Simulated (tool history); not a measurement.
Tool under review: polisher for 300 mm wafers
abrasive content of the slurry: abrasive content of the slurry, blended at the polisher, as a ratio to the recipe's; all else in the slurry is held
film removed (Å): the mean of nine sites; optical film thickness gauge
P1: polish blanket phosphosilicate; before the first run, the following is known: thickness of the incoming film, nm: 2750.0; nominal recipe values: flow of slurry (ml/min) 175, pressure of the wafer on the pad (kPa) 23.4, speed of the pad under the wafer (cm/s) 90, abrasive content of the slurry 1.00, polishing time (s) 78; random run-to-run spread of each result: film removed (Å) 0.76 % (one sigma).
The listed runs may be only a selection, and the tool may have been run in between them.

run	hour	flow of slurry (ml/min)	pressure of the wafer on the pad (kPa)	speed of the pad under the wafer (cm/s)	abrasive content of the slurry	polishing time (s)	wafers polished on this pad	hours since the slurry nozzle was cleaned	hours since the head pressure was calibrated	hours since the slurry blender was calibrated	hours since the conditioning disc was replaced	film removed (Å)
1	8.1	175	23.4	90	1.00	78	345	104.5	962.9	119.2	76.5	6614.5
2	13.1	175	23.4	90	1.00	35	386	109.5	967.9	124.2	81.5	2976.0
3	22.0	175	33.8	90	1.00	78	458	118.4	976.8	133.1	90.4	9591.5
4	28.9	175	23.4	62	1.00	78	514	125.3	983.7	140.0	97.3	4935.8
5	39.3	175	23.4	90	1.35	78	599	135.7	994.1	150.4	107.7	7641.2
6	49.5	175	14.5	90	1.00	78	683	145.9	1004.3	160.6	117.9	4131.2
7	55.1	175	23.4	90	1.00	78	728	151.5	1009.9	166.2	123.5	6688.3
8	66.3	175	23.4	90	1.00	78	820	162.7	1021.1	177.4	134.7	6717.7
9	72.0	105	23.4	90	1.00	78	866	168.4	1026.8	183.1	140.4	6111.8
10	81.8	175	23.4	90	0.55	78	946	178.2	1036.6	192.9	150.2	4913.4
11	90.2	175	23.4	144	1.00	78	1015	186.6	1045.0	201.3	158.6	9730.2
12	100.0	175	23.4	90	1.00	78	1095	196.4	1054.8	211.1	168.4	6720.2
13	111.0	175	23.4	90	1.00	78	1184	207.4	1065.8	222.1	179.4	6687.4
14	119.3	175	23.4	90	1.00	108	1252	215.7	1074.1	230.4	187.7	9113.1
15	124.9	175	17.2	90	1.00	42	1298	221.3	1079.7	236.0	193.3	2615.6
16	131.4	275	23.4	90	1.00	78	1351	227.8	1086.2	242.5	199.8	7036.4
17	141.4	175	23.4	90	1.00	78	1432	237.8	1096.2	252.5	209.8	6670.9
18	152.0	175	23.4	90	1.00	78	1519	248.4	1106.8	263.1	220.4	6245.2
19	162.3	175	23.4	90	1.00	78	1603	258.7	1117.1	273.4	230.7	5961.2
20	171.0	175	23.4	90	1.00	78	1674	267.4	1125.8	282.1	239.4	5982.6
# hour 174.6: head pressure recalibrated
# hour 175.3: conditioning disc replaced and pad reconditioned
# hour 175.7: slurry nozzle cleaned
21	179.0	175	23.4	90	1.00	78	1739	3.3	4.5	290.1	3.7	5876.1
22	187.6	175	23.4	90	1.00	78	1809	11.9	13.1	298.7	12.3	5727.3
23	193.3	175	23.4	90	1.00	78	1856	17.6	18.8	304.4	18.0	5721.8
24	201.2	175	23.4	90	1.00	78	1920	25.5	26.7	312.3	25.9	5805.1

P1 has crept away from where it was. The log is fitted equally well by each of these 2 causes, at the sizes shown:
A: removal rate lost through wear of the pad, % = 12.8
B: abrasive missing from the slurry, % = 24.4
The process output started creeping at around hour 141.4.
Ruled out, with reasons:
slurry flow missing at the pad, %: serviced at hour 175.7, after the drift had started, without restoring the earlier output
head's pressure below its setpoint, %: serviced at hour 174.6, after the drift had started, without restoring the earlier output
time polished since the conditioner stopped cutting, s: serviced at hour 175.3, after the drift had started, without restoring the earlier output

Which of the 4 check runs listed below, each an average over 3 wafers with its results shown as question marks, gives clearly different results under the different listed causes?
check 1	209.1	175	23.4	72	0.60	78						?
check 2	209.1	175	23.4	140	1.00	78						?
check 3	209.1	270	23.4	90	1.00	78						?
check 4	209.1	175	23.4	114	1.00	78						?

Predicted outcomes, by check and by cause:
check	result	if A	if B
check 1	film removed (Å)	3733.0	3604.6
check 2	film removed (Å)	8280.4	8281.0
check 3	film removed (Å)	6133.3	6133.7
check 4	film removed (Å)	7025.5	7026.0
Per-check spread between the two closest causes, in the result where they differ most: check 1 3.5 %; check 2 0.01 %; check 3 0.01 %; check 4 0.01 %
Check 1 is the one run that separates the causes; every other check would come out nearly the same whichever cause is at work.

Running check 1 produced the following: film removed (Å) 3751.8. Which one of the listed causes fits?

The correct cause is A, namely: removal rate lost through wear of the pad, %.
